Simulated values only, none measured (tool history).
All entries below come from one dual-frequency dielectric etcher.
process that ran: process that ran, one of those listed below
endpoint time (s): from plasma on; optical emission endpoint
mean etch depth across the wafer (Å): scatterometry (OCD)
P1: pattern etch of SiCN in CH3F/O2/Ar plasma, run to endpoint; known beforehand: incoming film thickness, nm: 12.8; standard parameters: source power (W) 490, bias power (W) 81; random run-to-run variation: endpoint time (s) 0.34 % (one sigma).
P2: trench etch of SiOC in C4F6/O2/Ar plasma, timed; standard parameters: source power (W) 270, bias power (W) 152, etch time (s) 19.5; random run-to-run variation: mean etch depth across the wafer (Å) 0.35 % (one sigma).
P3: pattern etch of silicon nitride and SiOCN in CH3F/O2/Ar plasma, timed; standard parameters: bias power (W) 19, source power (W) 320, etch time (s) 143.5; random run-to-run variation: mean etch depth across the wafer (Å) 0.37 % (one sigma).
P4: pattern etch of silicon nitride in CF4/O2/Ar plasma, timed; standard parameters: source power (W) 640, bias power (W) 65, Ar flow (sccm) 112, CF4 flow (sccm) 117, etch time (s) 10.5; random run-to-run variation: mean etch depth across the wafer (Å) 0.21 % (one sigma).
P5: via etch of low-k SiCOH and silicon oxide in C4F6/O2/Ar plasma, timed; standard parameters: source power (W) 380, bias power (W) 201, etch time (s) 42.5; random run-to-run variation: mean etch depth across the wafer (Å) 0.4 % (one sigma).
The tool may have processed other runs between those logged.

run    day  process that ran  source power (W)  bias power (W)  etch time (s)  Ar flow (sccm)  CF4 flow (sccm)  endpoint time (s)  mean etch depth across the wafer (Å)
  1  0.371                P1               490              81                                                             29.545
  2  0.704                P3               320              19          143.5                                                                                    165.28
  3  1.017                P5               380             201           42.5                                                                                   1019.90
  4  1.292                P2               270             152           19.5                                                                                    320.44
  5  1.604                P2               350             152           19.5                                                                                    354.21
     1.671  -- source power generator calibrated
  6  1.938                P5               380             266           42.5                                                                                   1125.50
  7  2.196                P4               640              41           10.5             112              117                                                   235.38
  8  2.483                P1               490              61                                                             32.774
  9  2.667                P1               490              81                                                             29.545
 10  3.004                P1               490             104                                                             27.006
 11  3.271                P4               440              65           10.5             112              117                                                   201.83
 12  3.458                P4               640              65           15.5             112              117                                                   410.77
 13  3.738                P2               270             152           10.5                                                                                    173.16
 14  4.100                P3               320              19           96.5                                                                                    111.72
 15  4.304                P2               270              99           19.5                                                                                    282.21
 16  4.496                P1               380              81                                                             32.642
 17  4.742                P1               360             101                                                             30.560
 18  5.121                P5               380             201           57.0                                                                                   1352.80
 19  5.296                P1               490              81                                                             29.612
 20  5.596                P2               270             152           19.5                                                                                    322.20
 21  5.871                P3               320              14          143.5                                                                                    146.89
 22  6.200                P4               640              65           10.5             148              117                                                   269.47
 23  6.542                P4               640              65           10.5             112              159                                                   287.63
 24  6.908                P5               380             201           42.5                                                                                   1021.10
 25  7.183                P1               610              81                                                             27.243
 26  7.512                P4               640              65           10.5             112              117                                                   278.18
 27  7.792                P1               490              81                                                             29.739
 28  8.162                P3               390              19          143.5                                                                                    179.00
 29  8.367                P3               320              19          143.5                                                                                    167.32

Estimate the outcome of run 30 from the log above:
 30  8.554                P5               540             201           42.5                                                                                         ?

{"run 30": {"mean etch depth across the wafer (Å)": 1170.2}}
